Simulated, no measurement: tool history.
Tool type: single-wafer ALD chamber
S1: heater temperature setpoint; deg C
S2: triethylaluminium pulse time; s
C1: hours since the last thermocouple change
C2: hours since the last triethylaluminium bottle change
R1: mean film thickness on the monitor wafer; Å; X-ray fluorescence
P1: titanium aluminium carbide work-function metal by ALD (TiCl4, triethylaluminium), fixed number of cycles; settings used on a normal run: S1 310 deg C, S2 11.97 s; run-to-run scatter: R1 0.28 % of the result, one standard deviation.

Run 1, hour 9.0: S1 310 deg C, S2 11.97 s; C1 1961.5; C2 397.6. Result: R1 20.766 Å.
Run 2, hour 21.2: S1 310 deg C, S2 11.97 s; C1 1973.7; C2 409.8. Result: R1 20.852 Å.
Run 3, hour 28.9: S1 289 deg C, S2 17.65 s; C1 1981.4; C2 417.5. Result: R1 19.174 Å.
Run 4, hour 42.1: S1 335 deg C, S2 11.97 s; C1 1994.6; C2 430.7. Result: R1 22.941 Å.
Run 5, hour 49.8: S1 310 deg C, S2 11.97 s; C1 2002.3; C2 438.4. Result: R1 20.834 Å.
Run 6, hour 62.4: S1 310 deg C, S2 4.27 s; C1 2014.9; C2 451.0. Result: R1 16.223 Å.
Run 7, hour 71.8: S1 310 deg C, S2 11.97 s; C1 2024.3; C2 460.4. Result: R1 20.739 Å.
Run 8, hour 83.8: S1 310 deg C, S2 19.27 s; C1 2036.3; C2 472.4. Result: R1 21.061 Å.
Run 9, hour 94.2: S1 328 deg C, S2 6.73 s; C1 2046.7; C2 482.8. Result: R1 20.459 Å.
Run 10, hour 103.7: S1 290 deg C, S2 11.97 s; C1 2056.2; C2 492.3. Result: R1 19.100 Å.
Run 11, hour 117.5: S1 310 deg C, S2 11.97 s; C1 2070.0; C2 506.1. Result: R1 20.736 Å.
Run 12, hour 125.2: S1 292 deg C, S2 6.30 s; C1 2077.7; C2 513.8. Result: R1 17.335 Å.
Run 13, hour 131.9: S1 310 deg C, S2 11.97 s; C1 2084.4; C2 520.5. Result: R1 20.703 Å.
Run 14, hour 145.2: S1 310 deg C, S2 11.97 s; C1 2097.7; C2 533.8. Result: R1 20.808 Å.
Run 15, hour 153.3: S1 310 deg C, S2 11.97 s; C1 2105.8; C2 541.9. Result: R1 20.654 Å.
Run 16, hour 165.4: S1 310 deg C, S2 11.97 s; C1 2117.9; C2 554.0. Result: R1 20.580 Å.
Run 17, hour 176.3: S1 310 deg C, S2 11.97 s; C1 2128.8; C2 564.9. Result: R1 20.540 Å.
Run 18, hour 189.9: S1 310 deg C, S2 11.97 s; C1 2142.4; C2 578.5. Result: R1 20.401 Å.
Run 19, hour 198.1: S1 310 deg C, S2 11.97 s; C1 2150.6; C2 586.7. Result: R1 20.391 Å.
Run 20, hour 208.9: S1 310 deg C, S2 11.97 s; C1 2161.4; C2 597.5. Result: R1 20.391 Å.
Run 21, hour 219.3: S1 310 deg C, S2 11.97 s; C1 2171.8; C2 607.9. Result: R1 20.395 Å.
Run 22, hour 233.8: S1 310 deg C, S2 11.97 s; C1 2186.3; C2 622.4. Result: R1 20.379 Å.
Run 23, hour 248.1: S1 310 deg C, S2 11.97 s; C1 2200.6; C2 636.7. Result: R1 20.381 Å.
Run 24, hour 259.2: S1 310 deg C, S2 11.97 s; C1 2211.7; C2 647.8. Result: R1 20.338 Å.

The output of P1 has drifted from where it used to be. Each of the 2 causes below, taken at the size shown beside it, accounts for the log equally well:
A: triethylaluminium dose below that of a fresh bottle (%) = 19.5
B: wafer temperature below the value expected at the setpoint (K) = 4.82
Creep in the process output first set in at about hour 145.2.

Consider the 4 single-wafer check runs listed below, results given as question marks: which one distinguishes between the causes by giving clearly different results for each?
Run check 1, hour 270.3: S1 319 deg C, S2 11.97 s. Result: R1 ?.
Run check 2, hour 270.3: S1 334 deg C, S2 11.97 s. Result: R1 ?.
Run check 3, hour 270.3: S1 326 deg C, S2 11.97 s. Result: R1 ?.
Run check 4, hour 270.3: S1 300 deg C, S2 5.91 s. Result: R1 ?.

Expected result of each check under each candidate cause:
  check  result    if A    if B
check 1      R1  21.116  21.131
check 2      R1  22.412  22.449
check 3      R1  21.719  21.744
check 4      R1  16.303  17.221
Distance between the nearest two causes, measured in the result of the check that separates them most: check 1 0.07 %; check 2 0.17 %; check 3 0.11 %; check 4 5.48 %
The other checks would show nearly matching results whichever cause is true, so check 4 is the only one that separates the causes.

With check 4 done, the readings were: R1 17.282 Å. Identify which of the listed causes applies.

B is the cause: wafer temperature below the value expected at the setpoint (K).

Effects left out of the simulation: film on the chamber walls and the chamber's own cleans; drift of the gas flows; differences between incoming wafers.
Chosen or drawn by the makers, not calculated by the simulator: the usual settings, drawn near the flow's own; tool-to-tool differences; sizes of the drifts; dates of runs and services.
